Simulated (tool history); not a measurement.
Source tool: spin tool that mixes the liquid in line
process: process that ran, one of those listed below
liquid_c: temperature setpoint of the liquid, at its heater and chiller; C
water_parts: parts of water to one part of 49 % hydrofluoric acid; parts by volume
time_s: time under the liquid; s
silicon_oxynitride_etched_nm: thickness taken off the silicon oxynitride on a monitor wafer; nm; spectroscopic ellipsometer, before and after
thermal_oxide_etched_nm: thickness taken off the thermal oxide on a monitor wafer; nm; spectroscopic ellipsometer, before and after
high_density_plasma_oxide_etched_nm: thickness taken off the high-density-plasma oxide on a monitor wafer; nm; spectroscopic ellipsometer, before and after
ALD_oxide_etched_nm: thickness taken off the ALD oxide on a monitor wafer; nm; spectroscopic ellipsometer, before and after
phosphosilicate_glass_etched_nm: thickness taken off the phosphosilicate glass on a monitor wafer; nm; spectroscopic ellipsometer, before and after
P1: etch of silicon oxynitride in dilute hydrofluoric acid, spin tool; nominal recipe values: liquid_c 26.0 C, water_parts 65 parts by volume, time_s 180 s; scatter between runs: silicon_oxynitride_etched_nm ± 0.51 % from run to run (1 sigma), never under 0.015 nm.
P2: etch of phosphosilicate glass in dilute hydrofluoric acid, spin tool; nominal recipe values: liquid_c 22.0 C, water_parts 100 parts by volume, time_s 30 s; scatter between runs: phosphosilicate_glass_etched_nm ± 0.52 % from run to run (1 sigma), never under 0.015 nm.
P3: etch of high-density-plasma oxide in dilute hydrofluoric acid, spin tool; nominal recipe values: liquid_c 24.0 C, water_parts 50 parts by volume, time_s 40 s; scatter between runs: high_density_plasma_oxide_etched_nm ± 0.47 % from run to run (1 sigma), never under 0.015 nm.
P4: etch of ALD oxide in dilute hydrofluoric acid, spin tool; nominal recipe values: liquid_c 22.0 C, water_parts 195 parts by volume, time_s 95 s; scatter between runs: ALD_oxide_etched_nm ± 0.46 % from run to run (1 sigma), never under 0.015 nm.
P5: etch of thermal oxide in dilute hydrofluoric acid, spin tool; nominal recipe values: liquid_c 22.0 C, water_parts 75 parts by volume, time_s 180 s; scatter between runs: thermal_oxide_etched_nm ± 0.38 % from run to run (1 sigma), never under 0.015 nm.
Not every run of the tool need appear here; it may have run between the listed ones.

run	hour	process	liquid_c	water_parts	time_s	silicon_oxynitride_etched_nm	thermal_oxide_etched_nm	high_density_plasma_oxide_etched_nm	ALD_oxide_etched_nm	phosphosilicate_glass_etched_nm
1	6.9	P1	26.0	65	180	8.04630				
2	15.1	P5	22.0	75	20		1.2091			
3	28.7	P3	24.0	50	60			11.8250		
4	37.9	P5	22.0	75	180		10.5470			
# hour 44.6: hydrofluoric acid flow meter replaced
5	48.3	P4	22.0	295	95				5.0298	
6	58.2	P5	30.5	75	180		15.0000			
7	67.1	P1	26.0	105	180	4.76940				
8	74.9	P5	22.0	20	180		42.9170			
9	86.8	P3	24.0	20	40			20.5780		
10	98.9	P4	22.0	195	175				15.5930	
11	108.6	P1	26.0	65	180	7.90370				
12	118.0	P4	22.0	195	95				8.4421	
13	127.7	P2	22.0	100	55					100.050
# hour 132.7: thermometer replaced
14	140.1	P2	22.0	40	30					148.590
15	152.6	P1	26.0	65	180	8.01970				
16	165.6	P4	17.0	195	95				7.0127	
17	173.2	P1	19.0	65	180	5.64210				
18	182.4	P5	22.0	75	180		10.6680			
19	192.3	P1	19.5	65	70	2.24290				
20	205.1	P1	26.0	65	15	0.66517				
21	214.5	P1	26.0	25	180	21.55500				
22	222.7	P1	26.0	65	180	7.97100				
23	235.2	P4	22.0	195	95				8.4827	
24	247.9	P2	22.0	100	30					54.913
25	256.5	P3	17.0	50	40			5.8526		
26	267.6	P3	24.0	50	40			7.9197		
27	273.7	P1	26.0	65	355	15.84000				
28	283.5	P1	31.0	65	180	10.10900				
29	296.7	P2	17.0	100	30					44.785
30	307.0	P1	26.0	65	180	8.01240				
31	319.1	P1	26.0	65	180	8.03950				
32	327.7	P1	26.0	65	180	8.27660				
33	337.2	P1	26.0	65	180	8.45260				
34	343.7	P1	26.0	65	180	8.44230				
35	354.7	P1	26.0	65	180	8.67080				
36	365.3	P1	26.0	65	180	8.66080				
37	378.3	P1	26.0	65	180	8.80730				
38	389.4	P1	26.0	65	180	8.86220				
39	396.7	P1	26.0	65	180	8.80910				
40	409.3	P1	26.0	65	180	8.75200				
41	421.3	P1	26.0	65	180	8.66680				
42	433.7	P1	26.0	65	180	8.82870				

What P1 gives has crept off from where it sat before. The 2 causes that follow fit the log equally well, each at the size noted:
A: liquid hotter than its thermometer reads (K) = 2.06
B: hydrofluoric acid flow above the setpoint (%) = 9.6
The process output started creeping at around hour 319.1.

Consider the 4 check runs below, whose results appear as question marks and each of which averages 2 wafers. Which one distinguishes the causes, in that each cause would give it a clearly different result?
check 1	446.1	P4	22.0	195	145				?	
check 2	446.1	P2	17.0	55	30					?
check 3	446.1	P5	22.0	20	45		?			
check 4	446.1	P3	18.5	50	40			?		

What each check would give under each cause:
check	result	if A	if B
check 1	ALD_oxide_etched_nm	13.9290	14.3860
check 2	phosphosilicate_glass_etched_nm	93.153	93.949
check 3	thermal_oxide_etched_nm	11.7030	11.7760
check 4	high_density_plasma_oxide_etched_nm	6.8577	6.9192
Smallest distance between any two causes, each pair judged by its most separating result, in per cent: check 1 3.23 %; check 2 0.85 %; check 3 0.62 %; check 4 0.89 %
Of the check runs offered, only check 1 discriminates between the causes; the rest would read about the same regardless of which cause applies.

The results of check 1 are: ALD_oxide_etched_nm 13.9100 nm. Based on these, which of the listed causes is it?

It is A: liquid hotter than its thermometer reads (K).
